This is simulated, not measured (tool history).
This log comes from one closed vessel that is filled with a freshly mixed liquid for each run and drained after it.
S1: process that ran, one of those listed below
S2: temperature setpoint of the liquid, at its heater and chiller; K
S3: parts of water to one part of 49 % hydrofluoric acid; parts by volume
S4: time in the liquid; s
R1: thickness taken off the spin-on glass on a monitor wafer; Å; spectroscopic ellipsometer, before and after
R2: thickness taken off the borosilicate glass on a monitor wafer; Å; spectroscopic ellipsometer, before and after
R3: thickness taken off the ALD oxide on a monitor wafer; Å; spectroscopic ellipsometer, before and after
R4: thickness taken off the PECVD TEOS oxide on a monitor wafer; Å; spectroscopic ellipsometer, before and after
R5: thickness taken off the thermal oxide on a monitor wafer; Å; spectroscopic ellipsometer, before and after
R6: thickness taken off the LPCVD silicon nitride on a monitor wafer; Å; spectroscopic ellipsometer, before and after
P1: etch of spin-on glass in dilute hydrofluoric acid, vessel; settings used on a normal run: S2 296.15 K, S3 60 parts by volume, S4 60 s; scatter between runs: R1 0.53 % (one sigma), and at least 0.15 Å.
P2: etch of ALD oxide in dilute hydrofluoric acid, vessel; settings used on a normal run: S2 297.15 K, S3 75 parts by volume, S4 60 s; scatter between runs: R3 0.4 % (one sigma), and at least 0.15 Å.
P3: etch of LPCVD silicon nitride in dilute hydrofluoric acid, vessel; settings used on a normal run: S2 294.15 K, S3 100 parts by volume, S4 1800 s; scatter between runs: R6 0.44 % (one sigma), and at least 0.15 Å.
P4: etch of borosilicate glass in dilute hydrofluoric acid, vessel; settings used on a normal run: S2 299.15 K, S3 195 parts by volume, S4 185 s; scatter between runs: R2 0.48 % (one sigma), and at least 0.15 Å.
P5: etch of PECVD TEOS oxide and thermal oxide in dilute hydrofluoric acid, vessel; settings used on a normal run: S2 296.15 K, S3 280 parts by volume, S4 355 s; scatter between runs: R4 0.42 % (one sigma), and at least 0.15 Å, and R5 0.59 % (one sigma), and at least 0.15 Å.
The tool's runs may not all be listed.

run 1 hour=8.8 | S1=P1 S2=296.15 S3=60 S4=60 | R1=230.57
run 2 hour=17.8 | S1=P1 S2=296.15 S3=60 S4=60 | R1=231.05
run 3 hour=33.6 | S1=P4 S2=299.15 S3=195 S4=185 | R2=204.45
run 4 hour=49.2 | S1=P2 S2=297.15 S3=75 S4=30 | R3=67.646
run 5 hour=58.0 | S1=P2 S2=297.15 S3=75 S4=60 | R3=135.060
run 6 hour=73.5 | S1=P5 S2=290.15 S3=280 S4=355 | R4=155.53 R5=40.288
run 7 hour=86.2 | S1=P5 S2=296.15 S3=75 S4=355 | R4=908.68 R5=231.890
run 8 hour=95.6 | S1=P3 S2=294.15 S3=100 S4=675 | R6=30.333
run 9 hour=104.8 | S1=P4 S2=299.15 S3=40 S4=185 | R2=1198.80
run 10 hour=122.2 | S1=P3 S2=294.15 S3=100 S4=1800 | R6=80.983
run 11 hour=138.5 | S1=P2 S2=297.15 S3=130 S4=60 | R3=72.963
run 12 hour=156.8 | S1=P2 S2=290.15 S3=75 S4=60 | R3=101.980
run 13 hour=169.5 | S1=P1 S2=296.15 S3=60 S4=100 | R1=387.34
run 14 hour=181.6 | S1=P1 S2=296.15 S3=35 S4=100 | R1=674.30
run 15 hour=199.0 | S1=P1 S2=292.15 S3=35 S4=60 | R1=344.54
run 16 hour=217.3 | S1=P1 S2=296.15 S3=60 S4=60 | R1=233.08
run 17 hour=230.3 | S1=P1 S2=296.15 S3=60 S4=60 | R1=228.81
run 18 hour=245.3 | S1=P3 S2=294.15 S3=165 S4=1800 | R6=50.182
run 19 hour=261.3 | S1=P2 S2=297.15 S3=75 S4=60 | R3=135.810
run 20 hour=277.5 | S1=P1 S2=296.15 S3=60 S4=60 | R1=232.75
run 21 hour=288.2 | S1=P1 S2=296.15 S3=95 S4=60 | R1=139.22
run 22 hour=296.9 | S1=P4 S2=299.15 S3=195 S4=295 | R2=321.74
run 23 hour=312.9 | S1=P1 S2=296.15 S3=60 S4=60 | R1=232.45
run 24 hour=324.9 | S1=P1 S2=291.65 S3=60 S4=60 | R1=190.61
run 25 hour=339.4 | S1=P3 S2=299.65 S3=100 S4=1800 | R6=117.390
run 26 hour=351.0 | S1=P5 S2=296.15 S3=280 S4=355 | R4=194.49 R5=50.235
run 27 hour=361.8 | S1=P1 S2=296.15 S3=20 S4=60 | R1=729.63
run 28 hour=379.7 | S1=P4 S2=293.15 S3=195 S4=185 | R2=162.60
run 29 hour=390.7 | S1=P1 S2=296.15 S3=60 S4=30 | R1=115.73
run 30 hour=407.3 | S1=P1 S2=302.15 S3=60 S4=60 | R1=296.08
run 31 hour=416.8 | S1=P5 S2=296.15 S3=280 S4=560 | R4=307.45 R5=78.342
run 32 hour=426.1 | S1=P1 S2=296.15 S3=60 S4=60 | R1=232.89
run 33 hour=440.4 | S1=P1 S2=296.15 S3=60 S4=60 | R1=224.78
run 34 hour=451.2 | S1=P1 S2=296.15 S3=60 S4=60 | R1=223.13
run 35 hour=460.2 | S1=P1 S2=296.15 S3=60 S4=60 | R1=220.23
run 36 hour=469.1 | S1=P1 S2=296.15 S3=60 S4=60 | R1=221.08
run 37 hour=486.2 | S1=P1 S2=296.15 S3=60 S4=60 | R1=219.62
run 38 hour=503.8 | S1=P1 S2=296.15 S3=60 S4=60 | R1=217.11
run 39 hour=522.2 | S1=P1 S2=296.15 S3=60 S4=60 | R1=217.11
run 40 hour=535.5 | S1=P1 S2=296.15 S3=60 S4=60 | R1=215.37
run 41 hour=549.7 | S1=P1 S2=296.15 S3=60 S4=60 | R1=217.54

Compared with where it was, what P1 gives has crept away. Each cause listed below fits the log as well as the rest, at the size given for it:
A: liquid colder than its thermometer reads (K) = 1.67
B: hydrofluoric acid flow below the setpoint (%) = 6.2
The drift started at roughly hour 426.1.

Listed below are the offered check runs, one wafer per run, with question marks in place of results. For which of them would the causes give clearly different outcomes?
run check 1 hour=563.9 | S1=P3 S2=294.15 S3=160 S4=1185 | R6=?
run check 2 hour=563.9 | S1=P4 S2=299.15 S3=60 S4=185 | R2=?
run check 3 hour=563.9 | S1=P5 S2=290.15 S3=80 S4=355 | R4=? R5=?
run check 4 hour=563.9 | S1=P2 S2=290.15 S3=130 S4=60 | R3=?

If the cause were each of the candidates in turn, the checks would give the following:
check=check_1 result=R6 if_A=30.333 if_B=31.838
check=check_2 result=R2 if_A=729.65 if_B=728.22
check=check_3 result=R4 if_A=614.79 if_B=616.10
check=check_3 result=R5 if_A=157.560 if_B=157.890
check=check_4 result=R3 if_A=51.375 if_B=51.237
Gap, in per cent, between the two causes that each check separates least, read from the result that separates them most: check 1 4.84 %; check 2 0.2 %; check 3 0.21 %; check 4 0.27 %
The other checks would show nearly matching results whichever cause is true, so check 1 is the only one that separates the causes.

With check 1 done, the readings were: R6 31.469 Å. Identify which of the listed causes applies.

Of the candidate causes, it is B: hydrofluoric acid flow below the setpoint (%).

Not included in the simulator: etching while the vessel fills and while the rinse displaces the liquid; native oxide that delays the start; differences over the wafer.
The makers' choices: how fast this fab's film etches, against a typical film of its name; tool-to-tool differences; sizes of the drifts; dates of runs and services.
